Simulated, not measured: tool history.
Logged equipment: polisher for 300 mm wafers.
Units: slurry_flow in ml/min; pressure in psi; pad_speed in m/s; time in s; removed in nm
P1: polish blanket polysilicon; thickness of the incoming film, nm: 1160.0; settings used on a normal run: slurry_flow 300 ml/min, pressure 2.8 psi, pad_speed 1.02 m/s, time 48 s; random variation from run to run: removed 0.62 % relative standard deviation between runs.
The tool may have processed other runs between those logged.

run	hour	slurry_flow	pressure	pad_speed	time	wafers polished on this pad	hours since the slurry nozzle was cleaned	hours since the head pressure was calibrated	removed
1	8.4	300	2.8	1.02	48	385	362.7	847.1	367.77
2	18.3	460	2.8	1.02	48	500	372.6	857.0	373.61
3	23.7	300	3.9	1.02	48	563	378.0	862.4	506.59
4	33.1	300	2.8	1.02	48	672	387.4	871.8	364.13
5	42.4	300	2.0	1.02	74	779	396.7	881.1	403.54
6	49.1	300	2.8	1.44	48	857	403.4	887.8	512.03
7	57.9	300	2.8	1.02	48	959	412.2	896.6	367.03
8	63.3	300	2.8	0.46	48	1022	417.6	902.0	166.32
9	68.6	300	1.7	1.02	48	1083	422.9	907.3	222.63
10	74.4	300	2.8	1.02	48	1150	428.7	913.1	362.13
11	84.5	300	2.8	1.02	73	1267	438.8	923.2	550.88
12	94.2	300	2.8	1.02	28	1380	448.5	932.9	215.27
13	98.9	300	2.8	1.02	48	1434	453.2	937.6	366.88
14	105.8	180	2.8	1.02	48	1514	460.1	944.5	343.65
# hour 107.2: worn pad replaced by a new one
15	111.0	300	2.8	1.02	48	44	465.3	949.7	369.25
16	121.3	300	2.8	1.02	48	163	475.6	960.0	365.90
17	128.9	300	2.8	1.02	48	251	483.2	967.6	361.45
18	135.2	300	2.8	1.02	48	324	489.5	973.9	351.53
19	141.7	300	2.8	1.02	48	399	496.0	980.4	351.02
20	150.3	300	2.8	1.02	48	499	504.6	989.0	347.35
# hour 154.8: worn pad replaced by a new one
21	156.9	300	2.8	1.02	48	25	511.2	995.6	344.83
22	165.0	300	2.8	1.02	48	119	519.3	1003.7	349.36
23	174.3	300	2.8	1.02	48	226	528.6	1013.0	346.10

The output of P1 has drifted from where it used to be. Each of the 2 causes below, taken at the size shown beside it, accounts for the log equally well:
A: head's pressure below its setpoint, % = 5.26
B: slurry flow missing at the pad, % = 37.9
At approximately hour 121.3, the process output began to creep.
Excluded causes, each with its reason:
removal rate lost through wear of the pad, %: serviced after onset, at hour 154.8, with no recovery of the prior output

Which of the check runs below tells the causes apart, meaning the causes would give it clearly different results? Each run uses 2 wafers whose results are averaged, and each result is shown as a question mark.
check 1	183.6	300	2.8	0.46	48				?
check 2	183.6	300	2.8	1.38	48				?
check 3	183.6	300	1.9	1.02	48				?
check 4	183.6	180	2.8	1.02	48				?

What every check run would give for each of its results, assuming each possible cause in turn:
check	result	if A	if B
check 1	removed	156.00	155.99
check 2	removed	468.01	467.97
check 3	removed	234.73	234.71
check 4	removed	326.09	315.45
Smallest distance between any two causes, each pair judged by its most separating result, in per cent: check 1 0.01 %; check 2 0.01 %; check 3 0.01 %; check 4 3.32 %
Only check 4 tells the causes apart: in the others they would give nearly the same result.

The results of check 4 are: removed 315.69 nm. Based on these, which of the listed causes is it?

Of the candidate causes, it is B: slurry flow missing at the pad, %.
